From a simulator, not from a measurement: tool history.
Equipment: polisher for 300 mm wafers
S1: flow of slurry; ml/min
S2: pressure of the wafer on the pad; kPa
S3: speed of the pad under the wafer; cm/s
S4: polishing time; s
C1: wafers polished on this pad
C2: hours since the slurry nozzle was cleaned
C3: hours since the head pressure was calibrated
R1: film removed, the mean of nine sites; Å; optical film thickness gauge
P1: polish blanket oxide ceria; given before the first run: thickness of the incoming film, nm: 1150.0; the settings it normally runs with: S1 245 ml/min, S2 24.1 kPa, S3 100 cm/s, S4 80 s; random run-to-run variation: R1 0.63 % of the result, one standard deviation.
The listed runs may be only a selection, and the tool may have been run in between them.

run 1 hour=10.7 | S1=245 S2=24.1 S3=100 S4=80 | C1=1057 C2=147.9 C3=206.4 | R1=3778.4
run 2 hour=18.9 | S1=245 S2=14.5 S3=74 S4=80 | C1=1135 C2=156.1 C3=214.6 | R1=1653.9
run 3 hour=26.1 | S1=245 S2=24.1 S3=100 S4=80 | C1=1204 C2=163.3 C3=221.8 | R1=3760.1
run 4 hour=32.6 | S1=245 S2=24.1 S3=100 S4=80 | C1=1267 C2=169.8 C3=228.3 | R1=3728.2
run 5 hour=41.4 | S1=245 S2=24.1 S3=100 S4=80 | C1=1351 C2=178.6 C3=237.1 | R1=3782.6
run 6 hour=51.1 | S1=145 S2=24.1 S3=100 S4=80 | C1=1444 C2=188.3 C3=246.8 | R1=3476.9
run 7 hour=60.4 | S1=245 S2=24.1 S3=100 S4=118 | C1=1534 C2=197.6 C3=256.1 | R1=5541.4
run 8 hour=65.8 | S1=145 S2=35.2 S3=100 S4=80 | C1=1586 C2=203.0 C3=261.5 | R1=5093.8
run 9 hour=73.9 | S1=245 S2=24.1 S3=100 S4=51 | C1=1663 C2=211.1 C3=269.6 | R1=2390.7
run 10 hour=82.0 | S1=245 S2=24.1 S3=100 S4=80 | C1=1741 C2=219.2 C3=277.7 | R1=3787.4
run 11 hour=89.8 | S1=245 S2=24.1 S3=100 S4=80 | C1=1816 C2=227.0 C3=285.5 | R1=3773.2
run 12 hour=99.2 | S1=245 S2=11.0 S3=100 S4=80 | C1=1906 C2=236.4 C3=294.9 | R1=1707.6
run 13 hour=104.5 | S1=350 S2=24.1 S3=100 S4=80 | C1=1957 C2=241.7 C3=300.2 | R1=3859.9
run 14 hour=111.9 | S1=245 S2=24.1 S3=50 S4=80 | C1=2028 C2=249.1 C3=307.6 | R1=1860.2
run 15 hour=121.2 | S1=245 S2=24.1 S3=158 S4=80 | C1=2117 C2=258.4 C3=316.9 | R1=5868.3
run 16 hour=125.9 | S1=245 S2=24.1 S3=100 S4=80 | C1=2162 C2=263.1 C3=321.6 | R1=3780.4
run 17 hour=131.7 | S1=245 S2=31.7 S3=100 S4=80 | C1=2218 C2=268.9 C3=327.4 | R1=4973.1
run 18 hour=138.1 | S1=245 S2=24.1 S3=100 S4=80 | C1=2279 C2=275.3 C3=333.8 | R1=3753.2
run 19 hour=144.6 | S1=245 S2=24.1 S3=100 S4=80 | C1=2342 C2=281.8 C3=340.3 | R1=3702.8
run 20 hour=153.4 | S1=245 S2=24.1 S3=100 S4=80 | C1=2426 C2=290.6 C3=349.1 | R1=3681.5
run 21 hour=158.5 | S1=245 S2=24.1 S3=100 S4=80 | C1=2475 C2=295.7 C3=354.2 | R1=3638.8
run 22 hour=166.0 | S1=245 S2=24.1 S3=100 S4=80 | C1=2547 C2=303.2 C3=361.7 | R1=3635.8
-- hour=174.1 head pressure recalibrated
run 23 hour=175.1 | S1=245 S2=24.1 S3=100 S4=80 | C1=2635 C2=312.3 C3=1.1 | R1=3600.4

Run 24, settings as shown, results not yet in. Your forecast:
run 24 hour=181.2 | S1=245 S2=24.1 S3=100 S4=80 | C1=2693 C2=318.4 C3=7.2 | R1=?

Run 24 measured R1 3589.8 Å.
